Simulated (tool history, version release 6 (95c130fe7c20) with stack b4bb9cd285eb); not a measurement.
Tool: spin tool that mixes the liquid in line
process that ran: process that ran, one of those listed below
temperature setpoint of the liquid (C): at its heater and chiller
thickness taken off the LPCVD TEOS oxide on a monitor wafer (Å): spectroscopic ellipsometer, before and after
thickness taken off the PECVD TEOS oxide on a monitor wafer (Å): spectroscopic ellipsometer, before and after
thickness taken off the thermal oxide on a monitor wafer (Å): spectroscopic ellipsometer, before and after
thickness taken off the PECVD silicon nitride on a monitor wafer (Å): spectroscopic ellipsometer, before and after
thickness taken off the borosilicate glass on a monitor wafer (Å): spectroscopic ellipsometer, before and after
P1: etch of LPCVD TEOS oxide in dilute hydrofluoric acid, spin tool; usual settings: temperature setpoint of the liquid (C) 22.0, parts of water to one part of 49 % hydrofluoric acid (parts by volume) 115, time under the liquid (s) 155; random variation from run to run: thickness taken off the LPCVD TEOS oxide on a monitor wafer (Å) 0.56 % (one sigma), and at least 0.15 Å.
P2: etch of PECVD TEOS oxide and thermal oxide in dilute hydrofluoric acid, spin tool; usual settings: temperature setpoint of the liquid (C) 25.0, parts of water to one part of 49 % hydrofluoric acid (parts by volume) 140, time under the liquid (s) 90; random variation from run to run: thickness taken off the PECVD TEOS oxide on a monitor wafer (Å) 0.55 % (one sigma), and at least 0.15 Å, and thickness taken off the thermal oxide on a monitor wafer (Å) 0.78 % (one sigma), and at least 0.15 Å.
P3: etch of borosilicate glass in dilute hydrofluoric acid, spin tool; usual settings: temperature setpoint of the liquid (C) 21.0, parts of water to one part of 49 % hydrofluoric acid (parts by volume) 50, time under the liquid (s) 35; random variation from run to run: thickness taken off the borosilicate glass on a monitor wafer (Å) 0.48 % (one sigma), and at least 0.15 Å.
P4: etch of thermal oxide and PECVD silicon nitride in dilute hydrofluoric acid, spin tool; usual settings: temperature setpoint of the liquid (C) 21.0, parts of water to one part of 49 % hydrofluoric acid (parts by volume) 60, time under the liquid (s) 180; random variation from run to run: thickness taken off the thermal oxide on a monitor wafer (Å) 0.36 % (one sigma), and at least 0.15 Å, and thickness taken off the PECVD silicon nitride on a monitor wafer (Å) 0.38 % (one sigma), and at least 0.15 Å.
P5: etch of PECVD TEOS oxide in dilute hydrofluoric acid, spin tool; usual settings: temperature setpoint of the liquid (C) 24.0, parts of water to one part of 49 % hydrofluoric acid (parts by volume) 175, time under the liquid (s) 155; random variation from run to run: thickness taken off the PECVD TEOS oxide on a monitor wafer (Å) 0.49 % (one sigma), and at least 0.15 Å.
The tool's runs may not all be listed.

run   hour  process that ran  temperature setpoint of the liquid (C)  parts of water to one part of 49 % hydrofluoric acid (parts by volume)  time under the liquid (s)  thickness taken off the LPCVD TEOS oxide on a monitor wafer (Å)  thickness taken off the PECVD TEOS oxide on a monitor wafer (Å)  thickness taken off the thermal oxide on a monitor wafer (Å)  thickness taken off the PECVD silicon nitride on a monitor wafer (Å)  thickness taken off the borosilicate glass on a monitor wafer (Å)
  1    7.7                P1                                    22.0                                                                     115                        155                                                          249.560
  2   13.0                P1                                    17.0                                                                     195                        155                                                          110.790
  3   17.2                P5                                    24.0                                                                     175                         80                                                                                                                            38.619
  4   23.8                P4                                    17.0                                                                      60                        180                                                                                                                                                                                        107.1700                                                                59.602
  5   29.7                P1                                    22.0                                                                     115                         50                                                           81.056
  6   37.1                P1                                    22.0                                                                     115                        155                                                          248.340
  7   42.6                P1                                    22.0                                                                     115                        155                                                          248.490
  8   49.4                P2                                    32.0                                                                     140                         90                                                                                                                           233.300                                                       38.7470
  9   53.8                P3                                    21.0                                                                      50                         35                                                                                                                                                                                                                                                                                                                                  119.930
 10   58.3                P3                                    21.0                                                                      50                         60                                                                                                                                                                                                                                                                                                                                  206.800
 11   63.5                P1                                    22.0                                                                     115                        305                                                          487.790
 12   67.6                P1                                    22.0                                                                     200                        155                                                          130.320
 13   76.7                P5                                    24.0                                                                     175                        155                                                                                                                            74.983
 14   80.8                P1                                    22.0                                                                     115                        155                                                          247.520
 15   86.0                P2                                    25.0                                                                     140                         90                                                                                                                           179.650                                                       30.3730
 16   90.1                P3                                    21.0                                                                      50                         35                                                                                                                                                                                                                                                                                                                                  121.190
 17   99.0                P5                                    19.5                                                                     175                        155                                                                                                                            63.456
 18  106.8                P4                                    21.0                                                                      60                        180                                                                                                                                                                                        127.0100                                                                78.618
 19  113.5                P1                                    17.0                                                                     115                         15                                                           19.520
 20  121.6                P4                                    21.0                                                                      90                        180                                                                                                                                                                                         82.3450                                                                52.914
 21  128.6                P1                                    22.0                                                                     115                        155                                                          248.400
 22  132.7                P3                                    21.0                                                                      85                         35                                                                                                                                                                                                                                                                                                                                   68.182
 23  141.8                P1                                    22.0                                                                     115                        155                                                          250.240
 24  149.0                P5                                    24.0                                                                     320                        155                                                                                                                            35.099
 25  155.1                P3                                    17.0                                                                      50                         35                                                                                                                                                                                                                                                                                                                                  100.710
     156.8  -- thermometer replaced
 26  159.8                P1                                    28.0                                                                     210                        155                                                          153.090
 27  166.4                P1                                    22.0                                                                      50                        155                                                          623.600
 28  173.8                P2                                    25.0                                                                     140                         15                                                                                                                            30.279                                                        5.3351
 29  180.0                P1                                    26.0                                                                     115                        155                                                          291.970
 30  187.8                P1                                    17.5                                                                     115                        155                                                          207.280
 31  193.1                P2                                    25.0                                                                     205                         90                                                                                                                           114.560                                                       19.1290
 32  200.2                P4                                    21.0                                                                      60                        180                                                                                                                                                                                        128.2200                                                                78.455
 33  209.2                P4                                    21.0                                                                      60                         40                                                                                                                                                                                         28.7940                                                                17.509
 34  218.1                P1                                    22.0                                                                     115                        155                                                          249.630
 35  222.5                P1                                    22.0                                                                     115                        155                                                          253.980
 36  231.4                P1                                    22.0                                                                     115                        155                                                          259.220
 37  238.1                P1                                    22.0                                                                     115                        155                                                          261.300
 38  245.8                P1                                    22.0                                                                     115                        155                                                          264.550
 39  251.5                P1                                    22.0                                                                     115                        155                                                          261.300
 40  258.5                P1                                    22.0                                                                     115                        155                                                          268.560
 41  263.6                P1                                    22.0                                                                     115                        155                                                          265.220
 42  269.8                P1                                    22.0                                                                     115                        155                                                          269.610
 43  274.6                P1                                    22.0                                                                     115                        155                                                          266.240
 44  282.6                P1                                    22.0                                                                     115                        155                                                          265.280
 45  287.0                P1                                    22.0                                                                     115                        155                                                          266.660

What P1 gives has crept away from where it was. These 2 causes fit the log equally well, each at the size given:
A: liquid hotter than its thermometer reads (K) = 1.77
B: hydrofluoric acid flow above the setpoint (%) = 6.4
The creep began at about hour 218.1.

4 check runs are offered, one wafer each, their results left as question marks. Which one tells the causes apart?
check 1  291.4                P4                                    21.0                                                                      60                         40                                                                                                                                                                                               ?                                                                     ?
check 2  291.4                P3                                    21.0                                                                      50                         60                                                                                                                                                                                                                                                                                                                                        ?
check 3  291.4                P5                                    19.5                                                                     315                        155                                                                                                                                 ?
check 4  291.4                P2                                    31.5                                                                     140                         15                                                                                                                                 ?                                                             ?

What each check would give under each cause:
  check                                                                result     if A     if B
check 1          thickness taken off the thermal oxide on a monitor wafer (Å)  30.5190  30.3040
check 1  thickness taken off the PECVD silicon nitride on a monitor wafer (Å)   19.751   18.598
check 2     thickness taken off the borosilicate glass on a monitor wafer (Å)  222.710  220.870
check 3       thickness taken off the PECVD TEOS oxide on a monitor wafer (Å)   32.837   33.330
check 4       thickness taken off the PECVD TEOS oxide on a monitor wafer (Å)   40.782   41.236
check 4          thickness taken off the thermal oxide on a monitor wafer (Å)   6.7757   6.8511
How far apart the two closest causes lie, in the result that separates them most: check 1 6.02 %; check 2 0.83 %; check 3 1.49 %; check 4 1.11 %
Check 1 tells the causes apart: in the others they would give nearly the same result.

Check 1 was then run and gave: thickness taken off the thermal oxide on a monitor wafer (Å) 30.6260; thickness taken off the PECVD silicon nitride on a monitor wafer (Å) 19.845. Which cause is it?

It is A: liquid hotter than its thermometer reads (K).
